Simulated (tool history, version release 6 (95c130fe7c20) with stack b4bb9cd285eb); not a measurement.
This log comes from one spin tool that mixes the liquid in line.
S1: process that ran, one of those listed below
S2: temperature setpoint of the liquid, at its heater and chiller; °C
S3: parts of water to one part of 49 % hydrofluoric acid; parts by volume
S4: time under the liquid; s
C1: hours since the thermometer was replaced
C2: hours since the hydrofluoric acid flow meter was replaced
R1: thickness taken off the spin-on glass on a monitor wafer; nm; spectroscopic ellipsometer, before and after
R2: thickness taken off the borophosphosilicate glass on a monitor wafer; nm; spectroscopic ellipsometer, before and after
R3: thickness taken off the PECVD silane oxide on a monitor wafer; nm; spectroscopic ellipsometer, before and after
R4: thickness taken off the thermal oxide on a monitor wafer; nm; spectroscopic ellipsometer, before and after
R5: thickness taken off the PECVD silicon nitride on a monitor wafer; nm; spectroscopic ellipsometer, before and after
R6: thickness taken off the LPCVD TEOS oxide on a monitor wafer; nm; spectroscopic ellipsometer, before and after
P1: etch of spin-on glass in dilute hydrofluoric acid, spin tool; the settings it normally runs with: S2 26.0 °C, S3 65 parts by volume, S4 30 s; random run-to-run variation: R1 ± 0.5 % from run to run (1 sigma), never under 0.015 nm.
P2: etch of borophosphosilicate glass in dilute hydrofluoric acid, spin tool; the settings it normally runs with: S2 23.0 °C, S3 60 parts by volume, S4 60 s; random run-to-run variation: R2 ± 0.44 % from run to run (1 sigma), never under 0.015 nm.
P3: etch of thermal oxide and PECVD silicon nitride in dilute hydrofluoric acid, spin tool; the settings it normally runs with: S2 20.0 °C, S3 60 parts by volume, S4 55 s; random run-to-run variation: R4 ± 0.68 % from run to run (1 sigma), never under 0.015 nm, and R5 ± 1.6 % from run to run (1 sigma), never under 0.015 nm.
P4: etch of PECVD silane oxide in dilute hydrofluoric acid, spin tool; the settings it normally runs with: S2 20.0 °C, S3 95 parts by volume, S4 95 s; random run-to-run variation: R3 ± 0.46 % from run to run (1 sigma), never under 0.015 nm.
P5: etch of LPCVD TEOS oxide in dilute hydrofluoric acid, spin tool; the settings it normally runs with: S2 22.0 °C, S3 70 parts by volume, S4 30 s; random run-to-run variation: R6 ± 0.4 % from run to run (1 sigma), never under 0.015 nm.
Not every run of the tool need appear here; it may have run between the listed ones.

{"run": 1, "hour": 10.4, "S1": "P1", "S2": 26.0, "S3": 65, "S4": 30, "C1": 1635.8, "C2": 1095.2, "R1": 22.763}
{"run": 2, "hour": 16.4, "S1": "P1", "S2": 26.0, "S3": 65, "S4": 30, "C1": 1641.8, "C2": 1101.2, "R1": 22.534}
{"run": 3, "hour": 29.5, "S1": "P2", "S2": 23.0, "S3": 60, "S4": 60, "C1": 1654.9, "C2": 1114.3, "R2": 42.355}
{"run": 4, "hour": 38.9, "S1": "P4", "S2": 20.0, "S3": 30, "S4": 95, "C1": 1664.3, "C2": 1123.7, "R3": 86.785}
{"run": 5, "hour": 48.1, "S1": "P2", "S2": 23.0, "S3": 60, "S4": 115, "C1": 1673.5, "C2": 1132.9, "R2": 80.58}
{"run": 6, "hour": 58.4, "S1": "P1", "S2": 30.5, "S3": 110, "S4": 30, "C1": 1683.8, "C2": 1143.2, "R1": 14.918}
{"run": 7, "hour": 69.2, "S1": "P3", "S2": 20.0, "S3": 100, "S4": 55, "C1": 1694.6, "C2": 1154.0, "R4": 2.3446, "R5": 0.86579}
{"run": 8, "hour": 79.1, "S1": "P1", "S2": 26.0, "S3": 65, "S4": 15, "C1": 1704.5, "C2": 1163.9, "R1": 11.38}
{"run": 9, "hour": 86.4, "S1": "P3", "S2": 20.0, "S3": 60, "S4": 55, "C1": 1711.8, "C2": 1171.2, "R4": 4.1178, "R5": 1.4002}
{"run": 10, "hour": 98.8, "S1": "P1", "S2": 26.0, "S3": 65, "S4": 65, "C1": 1724.2, "C2": 1183.6, "R1": 48.732}
{"run": 11, "hour": 111.6, "S1": "P1", "S2": 26.0, "S3": 65, "S4": 30, "C1": 1737.0, "C2": 1196.4, "R1": 22.697}
{"run": 12, "hour": 122.9, "S1": "P3", "S2": 17.0, "S3": 60, "S4": 55, "C1": 1748.3, "C2": 1207.7, "R4": 3.6518, "R5": 1.1427}
{"run": 13, "hour": 135.5, "S1": "P4", "S2": 26.0, "S3": 95, "S4": 95, "C1": 1760.9, "C2": 1220.3, "R3": 32.276}
{"run": 14, "hour": 143.1, "S1": "P1", "S2": 26.0, "S3": 90, "S4": 30, "C1": 1768.5, "C2": 1227.9, "R1": 15.827}
{"run": 15, "hour": 150.8, "S1": "P1", "S2": 26.0, "S3": 65, "S4": 30, "C1": 1776.2, "C2": 1235.6, "R1": 22.599}
{"run": 16, "hour": 158.9, "S1": "P5", "S2": 28.0, "S3": 70, "S4": 30, "C1": 1784.3, "C2": 1243.7, "R6": 9.4996}
{"run": 17, "hour": 165.2, "S1": "P1", "S2": 31.0, "S3": 65, "S4": 30, "C1": 1790.6, "C2": 1250.0, "R1": 27.531}
{"run": 18, "hour": 177.8, "S1": "P4", "S2": 20.0, "S3": 95, "S4": 95, "C1": 1803.2, "C2": 1262.6, "R3": 25.055}
{"run": 19, "hour": 184.8, "S1": "P1", "S2": 26.0, "S3": 65, "S4": 30, "C1": 1810.2, "C2": 1269.6, "R1": 22.434}
{"run": 20, "hour": 192.4, "S1": "P5", "S2": 22.0, "S3": 30, "S4": 30, "C1": 1817.8, "C2": 1277.2, "R6": 18.15}
{"run": 21, "hour": 198.8, "S1": "P2", "S2": 23.0, "S3": 20, "S4": 60, "C1": 1824.2, "C2": 1283.6, "R2": 133.9}
{"run": 22, "hour": 206.4, "S1": "P3", "S2": 20.0, "S3": 60, "S4": 95, "C1": 1831.8, "C2": 1291.2, "R4": 7.0911, "R5": 2.4276}
{"run": 23, "hour": 213.0, "S1": "P5", "S2": 22.0, "S3": 70, "S4": 30, "C1": 1838.4, "C2": 1297.8, "R6": 7.4177}
{"run": 24, "hour": 218.6, "S1": "P4", "S2": 20.0, "S3": 95, "S4": 95, "C1": 1844.0, "C2": 1303.4, "R3": 25.417}
{"run": 25, "hour": 226.5, "S1": "P1", "S2": 26.0, "S3": 25, "S4": 30, "C1": 1851.9, "C2": 1311.3, "R1": 62.256}
{"run": 26, "hour": 233.7, "S1": "P4", "S2": 20.0, "S3": 95, "S4": 140, "C1": 1859.1, "C2": 1318.5, "R3": 37.147}
{"run": 27, "hour": 240.7, "S1": "P1", "S2": 18.5, "S3": 65, "S4": 30, "C1": 1866.1, "C2": 1325.5, "R1": 16.523}
{"run": 28, "hour": 250.3, "S1": "P5", "S2": 22.0, "S3": 70, "S4": 15, "C1": 1875.7, "C2": 1335.1, "R6": 3.6916}
{"run": 29, "hour": 261.6, "S1": "P1", "S2": 26.0, "S3": 65, "S4": 30, "C1": 1887.0, "C2": 1346.4, "R1": 22.617}
{"run": 30, "hour": 272.9, "S1": "P1", "S2": 26.0, "S3": 65, "S4": 30, "C1": 1898.3, "C2": 1357.7, "R1": 22.587}
{"run": 31, "hour": 283.2, "S1": "P5", "S2": 22.0, "S3": 70, "S4": 30, "C1": 1908.6, "C2": 1368.0, "R6": 7.4484}
{"run": 32, "hour": 294.0, "S1": "P1", "S2": 18.0, "S3": 110, "S4": 30, "C1": 1919.4, "C2": 1378.8, "R1": 9.1451}
{"run": 33, "hour": 301.3, "S1": "P2", "S2": 28.0, "S3": 60, "S4": 60, "C1": 1926.7, "C2": 1386.1, "R2": 51.545}
{"run": 34, "hour": 310.5, "S1": "P1", "S2": 26.0, "S3": 65, "S4": 30, "C1": 1935.9, "C2": 1395.3, "R1": 22.683}
{"run": 35, "hour": 319.2, "S1": "P1", "S2": 26.0, "S3": 65, "S4": 30, "C1": 1944.6, "C2": 1404.0, "R1": 21.886}
{"run": 36, "hour": 326.2, "S1": "P1", "S2": 26.0, "S3": 65, "S4": 30, "C1": 1951.6, "C2": 1411.0, "R1": 21.693}
{"run": 37, "hour": 337.7, "S1": "P1", "S2": 26.0, "S3": 65, "S4": 30, "C1": 1963.1, "C2": 1422.5, "R1": 21.319}
{"run": 38, "hour": 348.6, "S1": "P1", "S2": 26.0, "S3": 65, "S4": 30, "C1": 1974.0, "C2": 1433.4, "R1": 21.076}
{"run": 39, "hour": 356.7, "S1": "P1", "S2": 26.0, "S3": 65, "S4": 30, "C1": 1982.1, "C2": 1441.5, "R1": 20.861}
{"run": 40, "hour": 362.8, "S1": "P1", "S2": 26.0, "S3": 65, "S4": 30, "C1": 1988.2, "C2": 1447.6, "R1": 20.821}
{"run": 41, "hour": 376.0, "S1": "P1", "S2": 26.0, "S3": 65, "S4": 30, "C1": 2001.4, "C2": 1460.8, "R1": 20.991}
{"run": 42, "hour": 384.3, "S1": "P1", "S2": 26.0, "S3": 65, "S4": 30, "C1": 2009.7, "C2": 1469.1, "R1": 20.779}
{"run": 43, "hour": 395.9, "S1": "P1", "S2": 26.0, "S3": 65, "S4": 30, "C1": 2021.3, "C2": 1480.7, "R1": 20.8}
{"run": 44, "hour": 409.1, "S1": "P1", "S2": 26.0, "S3": 65, "S4": 30, "C1": 2034.5, "C2": 1493.9, "R1": 20.818}

P1 no longer gives what it gave before; its output has crept away from where it was. The following 2 causes, each at its listed size, fit the log equally well:
A: hydrofluoric acid flow below the setpoint (%) = 7.48
B: liquid colder than its thermometer reads (K) = 2.11
The drift started at roughly hour 310.5.

Each of the check runs listed below is run on 5 wafers and reports their average, with the results left as question marks. Pick the one under which the possible causes would lead to clearly different results.
{"run": "check 1", "hour": 422.3, "S1": "P3", "S2": 20.0, "S3": 60, "S4": 55, "R4": "?", "R5": "?"}
{"run": "check 2", "hour": 422.3, "S1": "P5", "S2": 22.0, "S3": 70, "S4": 30, "R6": "?"}
{"run": "check 3", "hour": 422.3, "S1": "P4", "S2": 20.0, "S3": 95, "S4": 95, "R3": "?"}
{"run": "check 4", "hour": 422.3, "S1": "P2", "S2": 23.0, "S3": 60, "S4": 60, "R2": "?"}

What every check run would give for each of its results, assuming each possible cause in turn:
check=check_1 result=R4 if_A=3.7788 if_B=3.7550
check=check_1 result=R5 if_A=1.30820 if_B=1.21810
check=check_2 result=R6 if_A=6.8493 if_B=6.8285
check=check_3 result=R3 if_A=23.178 if_B=23.145
check=check_4 result=R2 if_A=38.777 if_B=38.634
Smallest distance between any two causes, each pair judged by its most separating result, in per cent: check 1 7.14 %; check 2 0.3 %; check 3 0.14 %; check 4 0.37 %
The other checks would show nearly matching results whichever cause is true, so check 1 is the only one that separates the causes.

Check 1 was then run and gave: R4 3.7864 nm; R5 1.32150 nm. Which cause is it?

A is the cause: hydrofluoric acid flow below the setpoint (%).
